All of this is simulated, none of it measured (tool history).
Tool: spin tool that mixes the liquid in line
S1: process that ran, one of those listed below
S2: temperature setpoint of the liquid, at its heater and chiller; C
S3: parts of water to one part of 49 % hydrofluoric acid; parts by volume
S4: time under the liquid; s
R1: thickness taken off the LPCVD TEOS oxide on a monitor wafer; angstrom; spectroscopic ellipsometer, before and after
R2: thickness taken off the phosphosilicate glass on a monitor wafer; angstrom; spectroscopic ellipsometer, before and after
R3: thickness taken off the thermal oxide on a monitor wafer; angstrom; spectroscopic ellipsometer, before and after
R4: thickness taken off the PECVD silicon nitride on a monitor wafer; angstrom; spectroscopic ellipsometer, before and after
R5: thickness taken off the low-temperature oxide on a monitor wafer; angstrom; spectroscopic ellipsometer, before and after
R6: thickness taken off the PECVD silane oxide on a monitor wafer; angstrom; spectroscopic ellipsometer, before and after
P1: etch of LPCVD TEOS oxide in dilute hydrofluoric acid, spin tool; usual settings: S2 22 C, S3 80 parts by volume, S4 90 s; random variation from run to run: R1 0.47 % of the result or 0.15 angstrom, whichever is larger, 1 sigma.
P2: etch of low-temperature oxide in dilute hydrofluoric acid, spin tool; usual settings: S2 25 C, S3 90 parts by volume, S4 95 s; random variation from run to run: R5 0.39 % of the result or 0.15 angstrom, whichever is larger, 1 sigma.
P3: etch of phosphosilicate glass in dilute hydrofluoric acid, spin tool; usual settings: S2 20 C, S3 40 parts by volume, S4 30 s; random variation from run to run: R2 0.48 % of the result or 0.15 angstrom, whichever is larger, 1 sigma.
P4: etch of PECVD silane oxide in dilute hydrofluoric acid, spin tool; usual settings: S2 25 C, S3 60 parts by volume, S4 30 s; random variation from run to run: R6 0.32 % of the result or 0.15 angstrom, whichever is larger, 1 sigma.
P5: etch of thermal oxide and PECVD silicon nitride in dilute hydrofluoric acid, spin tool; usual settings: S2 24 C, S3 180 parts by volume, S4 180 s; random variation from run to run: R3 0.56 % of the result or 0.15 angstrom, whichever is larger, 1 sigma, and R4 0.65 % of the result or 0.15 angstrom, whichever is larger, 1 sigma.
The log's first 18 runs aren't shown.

Run 19, hour 69.4: S1 P3, S2 20 C, S3 40 parts by volume, S4 30 s. Result: R2 649.83 angstrom.
Run 20, hour 73.4: S1 P4, S2 25 C, S3 60 parts by volume, S4 15 s. Result: R6 75.559 angstrom.
Run 21, hour 78.8: S1 P1, S2 17 C, S3 80 parts by volume, S4 90 s. Result: R1 267.240 angstrom.
Run 22, hour 82.8: S1 P1, S2 22 C, S3 80 parts by volume, S4 90 s. Result: R1 334.880 angstrom.
Run 23, hour 88.2: S1 P5, S2 24 C, S3 180 parts by volume, S4 35 s. Result: R3 7.8871 angstrom, R4 6.0842 angstrom.
Run 24, hour 92.4: S1 P2, S2 25 C, S3 90 parts by volume, S4 15 s. Result: R5 37.323 angstrom.
Run 25, hour 96.4: S1 P2, S2 25 C, S3 50 parts by volume, S4 95 s. Result: R5 446.870 angstrom.
Run 26, hour 99.7: S1 P4, S2 25 C, S3 60 parts by volume, S4 30 s. Result: R6 151.330 angstrom.
Run 27, hour 104.8: S1 P1, S2 22 C, S3 45 parts by volume, S4 130 s. Result: R1 886.790 angstrom.
Run 28, hour 109.6: S1 P2, S2 32 C, S3 90 parts by volume, S4 95 s. Result: R5 305.800 angstrom.
Run 29, hour 112.6: S1 P1, S2 22 C, S3 80 parts by volume, S4 165 s. Result: R1 615.730 angstrom.
Run 30, hour 116.1: S1 P1, S2 22 C, S3 80 parts by volume, S4 90 s. Result: R1 332.780 angstrom.
Run 31, hour 118.5: S1 P4, S2 30 C, S3 60 parts by volume, S4 30 s. Result: R6 183.800 angstrom.
Run 32, hour 121.3: S1 P1, S2 22 C, S3 80 parts by volume, S4 90 s. Result: R1 334.850 angstrom.
Run 33, hour 124.9: S1 P1, S2 22 C, S3 80 parts by volume, S4 90 s. Result: R1 328.280 angstrom.
Run 34, hour 130.1: S1 P1, S2 22 C, S3 80 parts by volume, S4 90 s. Result: R1 322.550 angstrom.
Run 35, hour 134.7: S1 P1, S2 22 C, S3 80 parts by volume, S4 90 s. Result: R1 317.080 angstrom.

Run 36 comes next. What will it give?
Run 36, hour 137.8: S1 P1, S2 22 C, S3 80 parts by volume, S4 90 s. Result: R1 ?.

{"run 36": {"R1": 311.81}}
